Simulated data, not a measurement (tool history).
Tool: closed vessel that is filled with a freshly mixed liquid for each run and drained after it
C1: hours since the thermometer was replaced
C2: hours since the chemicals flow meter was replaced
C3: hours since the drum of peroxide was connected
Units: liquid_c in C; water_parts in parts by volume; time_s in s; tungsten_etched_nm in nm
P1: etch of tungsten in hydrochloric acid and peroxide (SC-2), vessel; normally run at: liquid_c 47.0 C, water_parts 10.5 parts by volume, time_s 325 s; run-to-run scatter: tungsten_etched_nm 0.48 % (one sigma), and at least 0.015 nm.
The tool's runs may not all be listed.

{"run": 1, "day": 0.412, "liquid_c": 47.0, "water_parts": 10.5, "time_s": 325, "C1": 990.7, "C2": 260.2, "C3": 185.3, "tungsten_etched_nm": 38.904}
{"run": 2, "day": 0.85, "liquid_c": 47.0, "water_parts": 4.0, "time_s": 325, "C1": 1001.2, "C2": 270.7, "C3": 195.8, "tungsten_etched_nm": 80.457}
{"run": 3, "day": 1.483, "liquid_c": 35.0, "water_parts": 10.5, "time_s": 325, "C1": 1016.4, "C2": 285.9, "C3": 211.0, "tungsten_etched_nm": 16.641}
{"run": 4, "day": 2.062, "liquid_c": 63.5, "water_parts": 10.5, "time_s": 325, "C1": 1030.3, "C2": 299.8, "C3": 224.9, "tungsten_etched_nm": 112.88}
{"run": 5, "day": 2.692, "liquid_c": 47.0, "water_parts": 10.5, "time_s": 325, "C1": 1045.4, "C2": 314.9, "C3": 240.0, "tungsten_etched_nm": 38.584}
{"run": 6, "day": 3.154, "liquid_c": 47.0, "water_parts": 10.5, "time_s": 325, "C1": 1056.5, "C2": 326.0, "C3": 251.1, "tungsten_etched_nm": 39.207}
{"run": 7, "day": 3.75, "liquid_c": 47.0, "water_parts": 10.5, "time_s": 325, "C1": 1070.8, "C2": 340.3, "C3": 265.4, "tungsten_etched_nm": 38.835}
{"run": 8, "day": 4.288, "liquid_c": 47.0, "water_parts": 10.5, "time_s": 635, "C1": 1083.7, "C2": 353.2, "C3": 278.3, "tungsten_etched_nm": 76.173}
{"day": 4.471, "done": "chemicals flow meter replaced"}
{"run": 9, "day": 5.075, "liquid_c": 47.0, "water_parts": 10.5, "time_s": 325, "C1": 1102.6, "C2": 14.5, "C3": 297.2, "tungsten_etched_nm": 38.599}
{"run": 10, "day": 5.854, "liquid_c": 47.0, "water_parts": 10.5, "time_s": 30, "C1": 1121.3, "C2": 33.2, "C3": 315.9, "tungsten_etched_nm": 3.5298}
{"run": 11, "day": 6.621, "liquid_c": 47.0, "water_parts": 10.5, "time_s": 325, "C1": 1139.7, "C2": 51.6, "C3": 334.3, "tungsten_etched_nm": 38.817}
{"run": 12, "day": 7.092, "liquid_c": 35.0, "water_parts": 18.0, "time_s": 325, "C1": 1151.0, "C2": 62.9, "C3": 345.6, "tungsten_etched_nm": 10.377}
{"run": 13, "day": 7.842, "liquid_c": 47.0, "water_parts": 16.0, "time_s": 325, "C1": 1169.0, "C2": 80.9, "C3": 363.6, "tungsten_etched_nm": 26.933}
{"run": 14, "day": 8.2, "liquid_c": 47.0, "water_parts": 10.5, "time_s": 325, "C1": 1177.6, "C2": 89.5, "C3": 372.2, "tungsten_etched_nm": 38.523}
{"run": 15, "day": 8.988, "liquid_c": 47.0, "water_parts": 10.5, "time_s": 325, "C1": 1196.5, "C2": 108.4, "C3": 391.1, "tungsten_etched_nm": 40.848}
{"run": 16, "day": 9.392, "liquid_c": 47.0, "water_parts": 10.5, "time_s": 325, "C1": 1206.2, "C2": 118.1, "C3": 400.8, "tungsten_etched_nm": 40.725}
{"run": 17, "day": 9.817, "liquid_c": 47.0, "water_parts": 10.5, "time_s": 325, "C1": 1216.4, "C2": 128.3, "C3": 411.0, "tungsten_etched_nm": 41.441}
{"run": 18, "day": 10.604, "liquid_c": 47.0, "water_parts": 10.5, "time_s": 325, "C1": 1235.3, "C2": 147.2, "C3": 429.9, "tungsten_etched_nm": 41.601}
{"run": 19, "day": 11.171, "liquid_c": 47.0, "water_parts": 10.5, "time_s": 325, "C1": 1248.9, "C2": 160.8, "C3": 443.5, "tungsten_etched_nm": 41.886}
{"run": 20, "day": 11.525, "liquid_c": 47.0, "water_parts": 10.5, "time_s": 325, "C1": 1257.4, "C2": 169.3, "C3": 452.0, "tungsten_etched_nm": 41.548}
{"run": 21, "day": 12.125, "liquid_c": 47.0, "water_parts": 10.5, "time_s": 325, "C1": 1271.8, "C2": 183.7, "C3": 466.4, "tungsten_etched_nm": 41.959}
{"run": 22, "day": 12.654, "liquid_c": 47.0, "water_parts": 10.5, "time_s": 325, "C1": 1284.5, "C2": 196.4, "C3": 479.1, "tungsten_etched_nm": 41.994}

What P1 gives has crept away from where it was. These 2 causes fit the log equally well, each at the size given:
A: chemicals flow above the setpoint (%) = 9.98
B: liquid hotter than its thermometer reads (K) = 1.18
The creep began at about day 8.200.
Why every other cause is out:
peroxide weaker than its label (%): at most 8, which would move tungsten_etched_nm by -7.4 %: too little, or the wrong way

4 check runs are offered, each on 3 wafers whose results are averaged, their results left as question marks. Which one tells the causes apart?
{"run": "check 1", "day": 13.183, "liquid_c": 38.0, "water_parts": 10.5, "time_s": 625, "tungsten_etched_nm": "?"}
{"run": "check 2", "day": 13.183, "liquid_c": 47.0, "water_parts": 16.0, "time_s": 35, "tungsten_etched_nm": "?"}
{"run": "check 3", "day": 13.183, "liquid_c": 35.5, "water_parts": 4.0, "time_s": 325, "tungsten_etched_nm": "?"}
{"run": "check 4", "day": 13.183, "liquid_c": 61.0, "water_parts": 10.5, "time_s": 100, "tungsten_etched_nm": "?"}

What each check would give under each cause:
check=check_1 result=tungsten_etched_nm if_A=43.0840 if_B=43.3110
check=check_2 result=tungsten_etched_nm if_A=3.1581 if_B=3.1448
check=check_3 result=tungsten_etched_nm if_A=38.2850 if_B=39.1960
check=check_4 result=tungsten_etched_nm if_A=32.1640 if_B=31.9720
How far apart the two closest causes lie, in the result that separates them most: check 1 0.52 %; check 2 0.42 %; check 3 2.35 %; check 4 0.6 %
Only check 3 tells the causes apart: in the others they would give nearly the same result.

Check 3 was then run and gave: tungsten_etched_nm 38.3950 nm. Which cause is it?

It is A: chemicals flow above the setpoint (%).
